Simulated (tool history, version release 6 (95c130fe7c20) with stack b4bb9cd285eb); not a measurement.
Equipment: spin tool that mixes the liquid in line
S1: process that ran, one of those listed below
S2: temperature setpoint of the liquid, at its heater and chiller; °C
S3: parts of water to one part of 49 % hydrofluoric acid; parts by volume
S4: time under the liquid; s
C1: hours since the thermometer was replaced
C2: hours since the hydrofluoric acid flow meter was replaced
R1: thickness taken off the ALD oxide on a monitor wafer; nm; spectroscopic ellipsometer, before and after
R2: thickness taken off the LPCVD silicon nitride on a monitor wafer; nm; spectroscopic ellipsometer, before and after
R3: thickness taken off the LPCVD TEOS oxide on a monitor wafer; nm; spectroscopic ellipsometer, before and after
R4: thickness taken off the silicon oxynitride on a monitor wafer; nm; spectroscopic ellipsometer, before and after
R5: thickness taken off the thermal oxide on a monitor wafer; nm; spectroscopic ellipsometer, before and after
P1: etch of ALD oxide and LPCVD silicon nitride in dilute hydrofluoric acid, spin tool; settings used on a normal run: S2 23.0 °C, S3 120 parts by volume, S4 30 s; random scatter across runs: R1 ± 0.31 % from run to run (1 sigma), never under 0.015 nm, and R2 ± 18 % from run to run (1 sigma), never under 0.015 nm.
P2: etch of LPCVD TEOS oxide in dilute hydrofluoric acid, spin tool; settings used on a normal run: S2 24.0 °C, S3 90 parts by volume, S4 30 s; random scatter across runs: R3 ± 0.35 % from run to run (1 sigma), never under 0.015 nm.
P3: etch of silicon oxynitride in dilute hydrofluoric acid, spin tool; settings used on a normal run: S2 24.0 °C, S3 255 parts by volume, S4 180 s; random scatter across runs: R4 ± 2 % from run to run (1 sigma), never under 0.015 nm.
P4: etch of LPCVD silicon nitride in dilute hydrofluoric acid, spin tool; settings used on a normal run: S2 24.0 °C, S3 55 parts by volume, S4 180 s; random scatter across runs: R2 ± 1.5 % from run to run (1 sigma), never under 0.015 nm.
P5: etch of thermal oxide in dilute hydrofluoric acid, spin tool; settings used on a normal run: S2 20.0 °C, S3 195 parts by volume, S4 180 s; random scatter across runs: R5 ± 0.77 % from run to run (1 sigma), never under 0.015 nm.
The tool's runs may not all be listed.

Run 1, hour 3.8: S1 P1, S2 23.0 °C, S3 120 parts by volume, S4 30 s; C1 923.2; C2 164.6. Result: R1 7.4466 nm, R2 0.126850 nm.
Run 2, hour 9.2: S1 P1, S2 23.0 °C, S3 120 parts by volume, S4 30 s; C1 928.6; C2 170.0. Result: R1 7.3855 nm, R2 0.085931 nm.
Run 3, hour 14.8: S1 P2, S2 24.0 °C, S3 25 parts by volume, S4 30 s; C1 934.2; C2 175.6. Result: R3 37.1540 nm.
Run 4, hour 18.0: S1 P1, S2 23.0 °C, S3 120 parts by volume, S4 30 s; C1 937.4; C2 178.8. Result: R1 7.4216 nm, R2 0.081445 nm.
Run 5, hour 24.2: S1 P3, S2 18.5 °C, S3 255 parts by volume, S4 180 s; C1 943.6; C2 185.0. Result: R4 1.00020 nm.
Run 6, hour 29.3: S1 P1, S2 17.0 °C, S3 120 parts by volume, S4 30 s; C1 948.7; C2 190.1. Result: R1 5.7997 nm, R2 0.069813 nm.
Run 7, hour 32.6: S1 P1, S2 23.0 °C, S3 40 parts by volume, S4 30 s; C1 952.0; C2 193.4. Result: R1 24.5360 nm, R2 0.413500 nm.
Run 8, hour 38.4: S1 P2, S2 24.0 °C, S3 90 parts by volume, S4 50 s; C1 957.8; C2 199.2. Result: R3 15.7830 nm.
Run 9, hour 42.5: S1 P1, S2 17.5 °C, S3 210 parts by volume, S4 30 s; C1 961.9; C2 203.3. Result: R1 3.1192 nm, R2 0.066060 nm.
Run 10, hour 45.6: S1 P5, S2 17.0 °C, S3 195 parts by volume, S4 180 s; C1 965.0; C2 206.4. Result: R5 2.97080 nm.
Run 11, hour 49.6: S1 P3, S2 24.0 °C, S3 255 parts by volume, S4 15 s; C1 969.0; C2 210.4. Result: R4 0.11222 nm.
Run 12, hour 54.7: S1 P2, S2 24.0 °C, S3 90 parts by volume, S4 30 s; C1 974.1; C2 215.5. Result: R3 9.5254 nm.
Run 13, hour 57.9: S1 P4, S2 24.0 °C, S3 95 parts by volume, S4 180 s; C1 977.3; C2 218.7. Result: R2 0.962550 nm.
Run 14, hour 61.9: S1 P1, S2 29.5 °C, S3 120 parts by volume, S4 30 s; C1 981.3; C2 222.7. Result: R1 9.5075 nm, R2 0.183420 nm.
Run 15, hour 66.0: S1 P1, S2 23.0 °C, S3 120 parts by volume, S4 30 s; C1 985.4; C2 226.8. Result: R1 7.4580 nm, R2 0.105800 nm.
Run 16, hour 71.0: S1 P1, S2 23.0 °C, S3 120 parts by volume, S4 30 s; C1 990.4; C2 231.8. Result: R1 7.4870 nm, R2 0.158180 nm.
Run 17, hour 75.9: S1 P4, S2 24.0 °C, S3 55 parts by volume, S4 35 s; C1 995.3; C2 236.7. Result: R2 0.321910 nm.
At hour 76.6: hydrofluoric acid flow meter replaced.
Run 18, hour 78.7: S1 P1, S2 29.0 °C, S3 120 parts by volume, S4 15 s; C1 998.1; C2 2.2. Result: R1 4.6627 nm, R2 0.066538 nm.
Run 19, hour 81.7: S1 P4, S2 24.0 °C, S3 55 parts by volume, S4 180 s; C1 1001.1; C2 5.2. Result: R2 1.638500 nm.
Run 20, hour 87.2: S1 P1, S2 23.0 °C, S3 120 parts by volume, S4 55 s; C1 1006.6; C2 10.7. Result: R1 13.5330 nm, R2 0.172170 nm.
Run 21, hour 92.6: S1 P5, S2 20.0 °C, S3 195 parts by volume, S4 15 s; C1 1012.0; C2 16.1. Result: R5 0.27148 nm.
Run 22, hour 97.1: S1 P1, S2 23.0 °C, S3 190 parts by volume, S4 30 s; C1 1016.5; C2 20.6. Result: R1 4.3356 nm, R2 0.072387 nm.
Run 23, hour 102.1: S1 P4, S2 29.0 °C, S3 55 parts by volume, S4 180 s; C1 1021.5; C2 25.6. Result: R2 2.276600 nm.
Run 24, hour 108.4: S1 P3, S2 24.0 °C, S3 255 parts by volume, S4 180 s; C1 1027.8; C2 31.9. Result: R4 1.24570 nm.
Run 25, hour 112.4: S1 P1, S2 23.0 °C, S3 120 parts by volume, S4 15 s; C1 1031.8; C2 35.9. Result: R1 3.7301 nm, R2 0.052293 nm.
Run 26, hour 117.1: S1 P1, S2 23.0 °C, S3 120 parts by volume, S4 30 s; C1 1036.5; C2 40.6. Result: R1 7.4708 nm, R2 0.179530 nm.
Run 27, hour 122.8: S1 P5, S2 20.0 °C, S3 195 parts by volume, S4 180 s; C1 1042.2; C2 46.3. Result: R5 3.39910 nm.
Run 28, hour 127.2: S1 P2, S2 24.0 °C, S3 90 parts by volume, S4 30 s; C1 1046.6; C2 50.7. Result: R3 9.4785 nm.
Run 29, hour 133.4: S1 P3, S2 24.0 °C, S3 50 parts by volume, S4 180 s; C1 1052.8; C2 56.9. Result: R4 7.91750 nm.
Run 30, hour 136.1: S1 P2, S2 31.5 °C, S3 90 parts by volume, S4 30 s; C1 1055.5; C2 59.6. Result: R3 12.7270 nm.
Run 31, hour 140.7: S1 P5, S2 20.0 °C, S3 100 parts by volume, S4 180 s; C1 1060.1; C2 64.2. Result: R5 7.16180 nm.
Run 32, hour 146.0: S1 P4, S2 24.0 °C, S3 55 parts by volume, S4 180 s; C1 1065.4; C2 69.5. Result: R2 1.653600 nm.
Run 33, hour 149.1: S1 P1, S2 23.0 °C, S3 120 parts by volume, S4 30 s; C1 1068.5; C2 72.6. Result: R1 7.4704 nm, R2 0.049223 nm.
Run 34, hour 154.0: S1 P3, S2 24.0 °C, S3 255 parts by volume, S4 180 s; C1 1073.4; C2 77.5. Result: R4 1.28230 nm.
Run 35, hour 159.6: S1 P1, S2 23.0 °C, S3 120 parts by volume, S4 30 s; C1 1079.0; C2 83.1. Result: R1 7.4227 nm, R2 0.101920 nm.
Run 36, hour 164.3: S1 P1, S2 23.0 °C, S3 120 parts by volume, S4 30 s; C1 1083.7; C2 87.8. Result: R1 7.1509 nm, R2 0.104900 nm.
Run 37, hour 168.1: S1 P1, S2 23.0 °C, S3 120 parts by volume, S4 30 s; C1 1087.5; C2 91.6. Result: R1 6.9949 nm, R2 0.124150 nm.
Run 38, hour 173.2: S1 P1, S2 23.0 °C, S3 120 parts by volume, S4 30 s; C1 1092.6; C2 96.7. Result: R1 6.9351 nm, R2 0.092423 nm.
Run 39, hour 177.7: S1 P1, S2 23.0 °C, S3 120 parts by volume, S4 30 s; C1 1097.1; C2 101.2. Result: R1 6.9051 nm, R2 0.147740 nm.
Run 40, hour 182.6: S1 P1, S2 23.0 °C, S3 120 parts by volume, S4 30 s; C1 1102.0; C2 106.1. Result: R1 6.8644 nm, R2 0.092475 nm.
Run 41, hour 187.9: S1 P1, S2 23.0 °C, S3 120 parts by volume, S4 30 s; C1 1107.3; C2 111.4. Result: R1 6.8652 nm, R2 0.131020 nm.
Run 42, hour 192.5: S1 P1, S2 23.0 °C, S3 120 parts by volume, S4 30 s; C1 1111.9; C2 116.0. Result: R1 6.8782 nm, R2 0.092284 nm.

P1 has crept away from where it was. The log is fitted equally well by each of these 2 causes, at the sizes shown:
A: hydrofluoric acid flow below the setpoint (%) = 7.01
B: liquid colder than its thermometer reads (K) = 2.09
The onset of the drift is placed at about hour 159.6.

You are offered 4 check runs, listed below with question marks in place of their results; each one averages 5 wafers. Which run separates the listed causes by giving clearly different results for each?
Run check 1, hour 197.1: S1 P4, S2 28.5 °C, S3 55 parts by volume, S4 180 s. Result: R2 ?.
Run check 2, hour 197.1: S1 P2, S2 31.0 °C, S3 60 parts by volume, S4 30 s. Result: R3 ?.
Run check 3, hour 197.1: S1 P5, S2 20.0 °C, S3 110 parts by volume, S4 15 s. Result: R5 ?.
Run check 4, hour 197.1: S1 P3, S2 21.0 °C, S3 255 parts by volume, S4 180 s. Result: R4 ?.

How each check would come out, cause by cause:
  check  result      if A      if B
check 1      R2  2.077600  1.946900
check 2      R3   18.0260   17.9960
check 3      R5   0.50165   0.49945
check 4      R4   1.05150   1.04140
How far apart the two closest causes lie, in the result that separates them most: check 1 6.5 %; check 2 0.17 %; check 3 0.44 %; check 4 0.97 %
Only in check 1 would the causes give clearly different results; in the remaining checks their results would be nearly the same.

Check 1 was carried out, with these results: R2 2.091000 nm. Which of the listed causes is responsible?

The cause is A: hydrofluoric acid flow below the setpoint (%).
